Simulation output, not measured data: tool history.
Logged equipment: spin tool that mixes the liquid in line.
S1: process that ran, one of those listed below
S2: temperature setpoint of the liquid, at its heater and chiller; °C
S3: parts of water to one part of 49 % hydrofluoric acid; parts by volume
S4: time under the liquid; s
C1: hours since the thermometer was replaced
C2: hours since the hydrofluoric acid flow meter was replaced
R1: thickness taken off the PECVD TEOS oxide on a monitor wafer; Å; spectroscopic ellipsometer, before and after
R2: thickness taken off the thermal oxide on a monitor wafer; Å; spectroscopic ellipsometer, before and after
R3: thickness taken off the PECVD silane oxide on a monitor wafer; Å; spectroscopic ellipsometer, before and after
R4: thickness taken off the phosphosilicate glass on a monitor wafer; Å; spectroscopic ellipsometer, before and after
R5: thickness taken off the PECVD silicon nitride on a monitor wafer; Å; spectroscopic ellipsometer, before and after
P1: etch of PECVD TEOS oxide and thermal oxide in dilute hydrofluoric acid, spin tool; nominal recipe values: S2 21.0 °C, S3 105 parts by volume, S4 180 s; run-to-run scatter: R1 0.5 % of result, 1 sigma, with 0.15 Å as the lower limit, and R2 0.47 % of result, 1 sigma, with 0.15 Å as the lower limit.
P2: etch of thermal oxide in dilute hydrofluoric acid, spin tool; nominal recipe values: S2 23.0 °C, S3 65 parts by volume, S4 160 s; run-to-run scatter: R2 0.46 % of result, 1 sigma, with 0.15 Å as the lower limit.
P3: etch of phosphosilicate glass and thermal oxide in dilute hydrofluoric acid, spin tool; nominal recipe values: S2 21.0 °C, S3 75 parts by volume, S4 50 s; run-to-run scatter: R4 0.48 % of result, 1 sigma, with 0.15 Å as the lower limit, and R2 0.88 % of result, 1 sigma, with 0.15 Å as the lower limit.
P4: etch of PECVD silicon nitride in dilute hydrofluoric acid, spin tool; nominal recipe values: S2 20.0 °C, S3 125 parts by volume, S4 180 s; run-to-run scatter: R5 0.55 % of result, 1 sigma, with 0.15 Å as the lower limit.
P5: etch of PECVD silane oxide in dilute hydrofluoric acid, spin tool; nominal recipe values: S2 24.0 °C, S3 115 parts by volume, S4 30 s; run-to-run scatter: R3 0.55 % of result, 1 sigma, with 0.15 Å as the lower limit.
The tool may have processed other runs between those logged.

run   hour  S1    S2   S3   S4      C1      C2        R1        R2      R3      R4       R5
  1   14.7  P1  21.0  105  180  1352.2  1165.1   316.390   74.6460
  2   24.5  P5  24.0  115   30  1362.0  1174.9                      101.31
  3   36.5  P1  21.0   25  180  1374.0  1186.9  1462.700  340.1800
  4   46.7  P1  21.0  150  180  1384.2  1197.1   210.200   49.1230
  5   57.6  P1  21.0  105  180  1395.1  1208.0   315.300   74.4480
  6   73.0  P1  21.0  105  180  1410.5  1223.4   315.600   74.6890
  7   91.0  P2  23.0   65   65  1428.5  1241.4             47.6920
  8  100.4  P1  21.0  105  180  1437.9  1250.8   318.510   73.7000
  9  116.3  P3  21.0  140   50  1453.8  1266.7             14.6950          295.87
 10  130.2  P3  21.0   75   50  1467.7  1280.6             29.6450          592.53
 11  141.5  P4  20.0  125  180  1479.0  1291.9                                       57.907
 12  157.2  P1  21.0  105   40  1494.7  1307.6    70.226   16.3280
 13  165.3  P3  21.0   75   50  1502.8  1315.7             29.4220          593.32
 14  177.9  P4  20.0  125  345  1515.4  1328.3                                      110.700
 15  192.3  P1  21.0  105  180  1529.8  1342.7   318.120   74.5460
 16  205.3  P5  24.0   30   30  1542.8  1355.7                      438.33
 17  223.8  P1  21.0  105  180  1561.3  1374.2   315.890   73.9030
 18  237.8  P1  17.0  180  180  1575.3  1388.2   145.970   34.2830
 19  247.3  P4  24.0  125  180  1584.8  1397.7                                       75.801
 20  256.9  P1  26.5  105  180  1594.4  1407.3   395.270   92.6010
 21  272.0  P2  28.0   65  160  1609.5  1422.4            142.2800
 22  283.5  P3  21.0   75   15  1621.0  1433.9              8.7353          178.12
 23  291.8  P2  23.0   65  160  1629.3  1442.2            117.1200
 24  303.7  P5  20.0  115   30  1641.2  1454.1                       87.23
     305.0  -- hydrofluoric acid flow meter replaced
 25  317.3  P4  20.0  125  180  1654.8    12.4                                       58.364

Expected results for the next run?
 26  329.8  P3  27.5  75  50  1667.3  24.9       ?       ?

{"run 26": {"R2": 37.417, "R4": 769.1}}

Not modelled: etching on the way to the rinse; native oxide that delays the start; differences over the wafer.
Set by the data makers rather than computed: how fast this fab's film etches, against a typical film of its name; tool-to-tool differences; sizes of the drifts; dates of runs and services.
